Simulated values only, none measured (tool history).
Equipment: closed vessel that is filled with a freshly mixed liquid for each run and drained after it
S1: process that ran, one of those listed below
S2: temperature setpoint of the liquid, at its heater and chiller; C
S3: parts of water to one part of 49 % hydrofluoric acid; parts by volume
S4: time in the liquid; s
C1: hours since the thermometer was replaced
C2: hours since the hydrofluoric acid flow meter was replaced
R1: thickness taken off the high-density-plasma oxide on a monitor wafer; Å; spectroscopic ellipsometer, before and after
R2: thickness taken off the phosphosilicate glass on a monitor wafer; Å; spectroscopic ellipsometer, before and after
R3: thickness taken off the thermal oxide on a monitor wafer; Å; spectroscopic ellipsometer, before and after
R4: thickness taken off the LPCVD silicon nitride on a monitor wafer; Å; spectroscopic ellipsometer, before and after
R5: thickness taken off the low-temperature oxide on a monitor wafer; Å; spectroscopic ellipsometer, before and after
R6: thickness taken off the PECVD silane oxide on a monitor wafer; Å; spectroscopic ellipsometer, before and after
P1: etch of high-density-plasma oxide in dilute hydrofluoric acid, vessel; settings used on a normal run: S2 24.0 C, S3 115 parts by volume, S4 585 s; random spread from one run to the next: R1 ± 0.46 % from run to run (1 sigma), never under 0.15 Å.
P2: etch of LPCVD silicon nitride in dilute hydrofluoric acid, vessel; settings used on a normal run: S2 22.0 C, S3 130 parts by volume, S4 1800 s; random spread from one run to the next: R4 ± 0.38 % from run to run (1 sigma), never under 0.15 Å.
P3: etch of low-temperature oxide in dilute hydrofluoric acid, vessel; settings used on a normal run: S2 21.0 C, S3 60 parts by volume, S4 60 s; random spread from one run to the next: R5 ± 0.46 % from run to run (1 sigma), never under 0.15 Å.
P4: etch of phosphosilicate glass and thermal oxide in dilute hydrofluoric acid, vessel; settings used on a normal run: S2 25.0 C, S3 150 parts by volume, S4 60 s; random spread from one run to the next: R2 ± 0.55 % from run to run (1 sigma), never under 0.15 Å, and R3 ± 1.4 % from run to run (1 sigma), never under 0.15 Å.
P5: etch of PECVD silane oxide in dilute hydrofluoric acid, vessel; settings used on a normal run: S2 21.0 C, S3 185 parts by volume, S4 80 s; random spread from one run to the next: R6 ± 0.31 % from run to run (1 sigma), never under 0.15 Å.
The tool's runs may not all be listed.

run 1 hour=13.9 | S1=P1 S2=24.0 S3=115 S4=585 | C1=568.3 C2=387.3 | R1=311.600
run 2 hour=30.8 | S1=P4 S2=25.0 S3=150 S4=60 | C1=585.2 C2=404.2 | R2=392.54 R3=18.6810
run 3 hour=39.9 | S1=P2 S2=22.0 S3=130 S4=1800 | C1=594.3 C2=413.3 | R4=65.177
run 4 hour=49.8 | S1=P1 S2=24.0 S3=30 S4=925 | C1=604.2 C2=423.2 | R1=2115.300
run 5 hour=59.2 | S1=P4 S2=25.0 S3=150 S4=30 | C1=613.6 C2=432.6 | R2=196.39 R3=9.3441
run 6 hour=67.6 | S1=P2 S2=17.0 S3=130 S4=1800 | C1=622.0 C2=441.0 | R4=47.058
run 7 hour=82.6 | S1=P4 S2=25.0 S3=150 S4=60 | C1=637.0 C2=456.0 | R2=397.46 R3=18.5080
run 8 hour=97.0 | S1=P3 S2=21.0 S3=60 S4=60 | C1=651.4 C2=470.4 | R5=174.300
run 9 hour=110.1 | S1=P2 S2=22.0 S3=130 S4=1800 | C1=664.5 C2=483.5 | R4=66.223
run 10 hour=126.3 | S1=P2 S2=22.0 S3=130 S4=980 | C1=680.7 C2=499.7 | R4=35.415
run 11 hour=141.7 | S1=P1 S2=29.5 S3=115 S4=585 | C1=696.1 C2=515.1 | R1=383.600
run 12 hour=154.9 | S1=P4 S2=25.0 S3=215 S4=60 | C1=709.3 C2=528.3 | R2=256.32 R3=11.9700
run 13 hour=166.2 | S1=P3 S2=21.0 S3=60 S4=60 | C1=720.6 C2=539.6 | R5=176.470
run 14 hour=183.9 | S1=P5 S2=21.0 S3=185 S4=30 | C1=738.3 C2=557.3 | R6=24.690
run 15 hour=197.1 | S1=P3 S2=27.0 S3=60 S4=60 | C1=751.5 C2=570.5 | R5=222.900
run 16 hour=214.0 | S1=P5 S2=21.0 S3=185 S4=80 | C1=768.4 C2=587.4 | R6=65.492
run 17 hour=225.3 | S1=P1 S2=24.0 S3=115 S4=70 | C1=779.7 C2=598.7 | R1=37.619
run 18 hour=241.3 | S1=P1 S2=24.0 S3=115 S4=585 | C1=795.7 C2=614.7 | R1=312.600
run 19 hour=259.8 | S1=P4 S2=32.5 S3=150 S4=60 | C1=814.2 C2=633.2 | R2=517.87 R3=24.2660
run 20 hour=270.6 | S1=P5 S2=28.0 S3=185 S4=80 | C1=825.0 C2=644.0 | R6=85.153
run 21 hour=286.3 | S1=P1 S2=24.0 S3=115 S4=585 | C1=840.7 C2=659.7 | R1=309.050
run 22 hour=302.5 | S1=P1 S2=24.0 S3=170 S4=585 | C1=856.9 C2=675.9 | R1=197.230
run 23 hour=314.8 | S1=P3 S2=21.0 S3=110 S4=60 | C1=869.2 C2=688.2 | R5=89.717
run 24 hour=326.0 | S1=P1 S2=24.0 S3=50 S4=585 | C1=880.4 C2=699.4 | R1=776.490
run 25 hour=334.2 | S1=P1 S2=24.0 S3=115 S4=585 | C1=888.6 C2=707.6 | R1=308.900
run 26 hour=348.7 | S1=P1 S2=24.0 S3=115 S4=585 | C1=903.1 C2=722.1 | R1=311.350
run 27 hour=361.0 | S1=P1 S2=24.0 S3=115 S4=585 | C1=915.4 C2=734.4 | R1=311.340
run 28 hour=377.4 | S1=P1 S2=19.5 S3=115 S4=585 | C1=931.8 C2=750.8 | R1=260.180
run 29 hour=394.9 | S1=P5 S2=21.0 S3=75 S4=80 | C1=949.3 C2=768.3 | R6=183.260
run 30 hour=406.1 | S1=P2 S2=22.0 S3=225 S4=1800 | C1=960.5 C2=779.5 | R4=38.298
run 31 hour=414.1 | S1=P1 S2=24.0 S3=115 S4=870 | C1=968.5 C2=787.5 | R1=461.300
run 32 hour=423.4 | S1=P3 S2=21.0 S3=60 S4=30 | C1=977.8 C2=796.8 | R5=87.049
run 33 hour=433.0 | S1=P1 S2=29.0 S3=205 S4=585 | C1=987.4 C2=806.4 | R1=187.200
run 34 hour=449.2 | S1=P1 S2=24.0 S3=115 S4=585 | C1=1003.6 C2=822.6 | R1=311.460
run 35 hour=461.2 | S1=P1 S2=24.0 S3=115 S4=585 | C1=1015.6 C2=834.6 | R1=302.840
run 36 hour=469.6 | S1=P1 S2=24.0 S3=115 S4=585 | C1=1024.0 C2=843.0 | R1=302.140
run 37 hour=487.3 | S1=P1 S2=24.0 S3=115 S4=585 | C1=1041.7 C2=860.7 | R1=296.120
run 38 hour=503.5 | S1=P1 S2=24.0 S3=115 S4=585 | C1=1057.9 C2=876.9 | R1=294.080
run 39 hour=521.3 | S1=P1 S2=24.0 S3=115 S4=585 | C1=1075.7 C2=894.7 | R1=289.490
run 40 hour=530.2 | S1=P1 S2=24.0 S3=115 S4=585 | C1=1084.6 C2=903.6 | R1=289.470
run 41 hour=547.7 | S1=P1 S2=24.0 S3=115 S4=585 | C1=1102.1 C2=921.1 | R1=288.160
run 42 hour=564.8 | S1=P1 S2=24.0 S3=115 S4=585 | C1=1119.2 C2=938.2 | R1=284.650
run 43 hour=582.6 | S1=P1 S2=24.0 S3=115 S4=585 | C1=1137.0 C2=956.0 | R1=286.740
run 44 hour=595.1 | S1=P1 S2=24.0 S3=115 S4=585 | C1=1149.5 C2=968.5 | R1=285.710
run 45 hour=609.7 | S1=P1 S2=24.0 S3=115 S4=585 | C1=1164.1 C2=983.1 | R1=286.920

The output of P1 has drifted from where it used to be. Each of the 2 causes below, taken at the size shown beside it, accounts for the log equally well:
A: liquid colder than its thermometer reads (K) = 2.16
B: hydrofluoric acid flow below the setpoint (%) = 7.19
Creep in the process output first set in at about hour 449.2.

Question marks stand in for the results of the 4 check runs listed below, each run on one wafer. Under which run would the listed causes show clearly different results?
run check 1 hour=624.3 | S1=P5 S2=21.0 S3=185 S4=80 | R6=?
run check 2 hour=624.3 | S1=P2 S2=22.0 S3=130 S4=1800 | R4=?
run check 3 hour=624.3 | S1=P3 S2=21.0 S3=60 S4=60 | R5=?
run check 4 hour=624.3 | S1=P4 S2=25.0 S3=150 S4=60 | R2=? R3=?

How each check would come out, cause by cause:
check=check_1 result=R6 if_A=60.432 if_B=60.137
check=check_2 result=R4 if_A=56.787 if_B=60.966
check=check_3 result=R5 if_A=159.760 if_B=161.510
check=check_4 result=R2 if_A=363.53 if_B=361.55
check=check_4 result=R3 if_A=16.8310 if_B=16.7400
Per check, the gap between the least separated pair of causes, taken in the result that splits them most: check 1 0.49 %; check 2 7.1 %; check 3 1.09 %; check 4 0.55 %
Of the check runs offered, only check 2 discriminates between the causes; the rest would read about the same regardless of which cause applies.

Check 2 was then run and gave: R4 61.228 Å. Which cause is it?

Of the candidate causes, it is B: hydrofluoric acid flow below the setpoint (%).
